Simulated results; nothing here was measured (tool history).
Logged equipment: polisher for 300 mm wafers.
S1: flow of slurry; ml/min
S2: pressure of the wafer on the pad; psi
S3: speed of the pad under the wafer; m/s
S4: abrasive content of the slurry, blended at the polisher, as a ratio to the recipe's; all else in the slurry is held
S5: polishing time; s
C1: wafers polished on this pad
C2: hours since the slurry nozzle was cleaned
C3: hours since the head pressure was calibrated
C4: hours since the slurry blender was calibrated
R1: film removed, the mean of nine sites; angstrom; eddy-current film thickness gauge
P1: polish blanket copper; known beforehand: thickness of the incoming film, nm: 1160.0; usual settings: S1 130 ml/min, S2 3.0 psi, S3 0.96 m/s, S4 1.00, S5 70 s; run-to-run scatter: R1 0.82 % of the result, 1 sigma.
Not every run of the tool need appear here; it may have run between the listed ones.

Run 1, hour 2.8: S1 130 ml/min, S2 3.0 psi, S3 0.96 m/s, S4 1.00, S5 70 s; C1 629; C2 299.7; C3 266.2; C4 153.2. Result: R1 1876.80 angstrom.
Run 2, hour 7.0: S1 130 ml/min, S2 3.0 psi, S3 0.96 m/s, S4 1.00, S5 32 s; C1 682; C2 303.9; C3 270.4; C4 157.4. Result: R1 864.95 angstrom.
Run 3, hour 11.7: S1 130 ml/min, S2 3.0 psi, S3 0.44 m/s, S4 1.00, S5 70 s; C1 742; C2 308.6; C3 275.1; C4 162.1. Result: R1 854.54 angstrom.
Run 4, hour 14.2: S1 130 ml/min, S2 3.0 psi, S3 0.96 m/s, S4 0.70, S5 70 s; C1 774; C2 311.1; C3 277.6; C4 164.6. Result: R1 1724.00 angstrom.
Run 5, hour 18.9: S1 165 ml/min, S2 3.0 psi, S3 0.96 m/s, S4 1.00, S5 70 s; C1 833; C2 315.8; C3 282.3; C4 169.3. Result: R1 1958.70 angstrom.
Run 6, hour 22.9: S1 130 ml/min, S2 3.0 psi, S3 0.96 m/s, S4 1.45, S5 70 s; C1 884; C2 319.8; C3 286.3; C4 173.3. Result: R1 2015.90 angstrom.
Run 7, hour 26.9: S1 80 ml/min, S2 3.0 psi, S3 0.96 m/s, S4 1.00, S5 70 s; C1 934; C2 323.8; C3 290.3; C4 177.3. Result: R1 1640.30 angstrom.
Run 8, hour 30.6: S1 130 ml/min, S2 3.9 psi, S3 0.96 m/s, S4 1.00, S5 70 s; C1 981; C2 327.5; C3 294.0; C4 181.0. Result: R1 2433.40 angstrom.
Run 9, hour 32.7: S1 130 ml/min, S2 3.0 psi, S3 0.96 m/s, S4 1.00, S5 70 s; C1 1008; C2 329.6; C3 296.1; C4 183.1. Result: R1 1885.00 angstrom.
Run 10, hour 36.2: S1 130 ml/min, S2 2.0 psi, S3 0.96 m/s, S4 1.00, S5 70 s; C1 1052; C2 333.1; C3 299.6; C4 186.6. Result: R1 1253.70 angstrom.
Run 11, hour 39.8: S1 130 ml/min, S2 3.0 psi, S3 0.96 m/s, S4 1.00, S5 108 s; C1 1098; C2 336.7; C3 303.2; C4 190.2. Result: R1 2882.20 angstrom.
Run 12, hour 42.9: S1 130 ml/min, S2 3.0 psi, S3 0.96 m/s, S4 1.00, S5 70 s; C1 1137; C2 339.8; C3 306.3; C4 193.3. Result: R1 1865.20 angstrom.
Run 13, hour 46.7: S1 195 ml/min, S2 1.6 psi, S3 0.96 m/s, S4 1.00, S5 70 s; C1 1185; C2 343.6; C3 310.1; C4 197.1. Result: R1 1054.10 angstrom.
Run 14, hour 50.5: S1 80 ml/min, S2 3.0 psi, S3 1.50 m/s, S4 1.00, S5 70 s; C1 1233; C2 347.4; C3 313.9; C4 200.9. Result: R1 2604.30 angstrom.
Run 15, hour 54.2: S1 100 ml/min, S2 3.0 psi, S3 0.96 m/s, S4 0.65, S5 70 s; C1 1280; C2 351.1; C3 317.6; C4 204.6. Result: R1 1622.50 angstrom.
Run 16, hour 56.9: S1 130 ml/min, S2 3.0 psi, S3 0.96 m/s, S4 1.00, S5 70 s; C1 1314; C2 353.8; C3 320.3; C4 207.3. Result: R1 1868.30 angstrom.
Run 17, hour 60.1: S1 130 ml/min, S2 3.0 psi, S3 1.44 m/s, S4 1.00, S5 70 s; C1 1355; C2 357.0; C3 323.5; C4 210.5. Result: R1 2774.10 angstrom.
Run 18, hour 63.6: S1 130 ml/min, S2 3.0 psi, S3 0.96 m/s, S4 1.00, S5 70 s; C1 1399; C2 360.5; C3 327.0; C4 214.0. Result: R1 1868.70 angstrom.
Run 19, hour 65.9: S1 130 ml/min, S2 3.0 psi, S3 0.96 m/s, S4 1.00, S5 70 s; C1 1428; C2 362.8; C3 329.3; C4 216.3. Result: R1 1845.50 angstrom.
Run 20, hour 68.9: S1 130 ml/min, S2 3.0 psi, S3 0.96 m/s, S4 1.00, S5 70 s; C1 1466; C2 365.8; C3 332.3; C4 219.3. Result: R1 1799.20 angstrom.
Run 21, hour 72.6: S1 130 ml/min, S2 3.0 psi, S3 0.96 m/s, S4 1.00, S5 70 s; C1 1513; C2 369.5; C3 336.0; C4 223.0. Result: R1 1746.70 angstrom.
Run 22, hour 76.6: S1 130 ml/min, S2 3.0 psi, S3 0.96 m/s, S4 1.00, S5 70 s; C1 1564; C2 373.5; C3 340.0; C4 227.0. Result: R1 1726.40 angstrom.
At hour 77.4: worn pad replaced by a new one.
At hour 81.1: slurry blender recalibrated.
Run 23, hour 81.2: S1 130 ml/min, S2 3.0 psi, S3 0.96 m/s, S4 1.00, S5 70 s; C1 48; C2 378.1; C3 344.6; C4 0.2. Result: R1 1711.10 angstrom.

Forecast run 24:
Run 24, hour 83.7: S1 130 ml/min, S2 3.0 psi, S3 0.96 m/s, S4 1.00, S5 70 s; C1 79; C2 380.6; C3 347.1; C4 2.7. Result: R1 ?.

{"run 24": {"R1": 1688.7}}

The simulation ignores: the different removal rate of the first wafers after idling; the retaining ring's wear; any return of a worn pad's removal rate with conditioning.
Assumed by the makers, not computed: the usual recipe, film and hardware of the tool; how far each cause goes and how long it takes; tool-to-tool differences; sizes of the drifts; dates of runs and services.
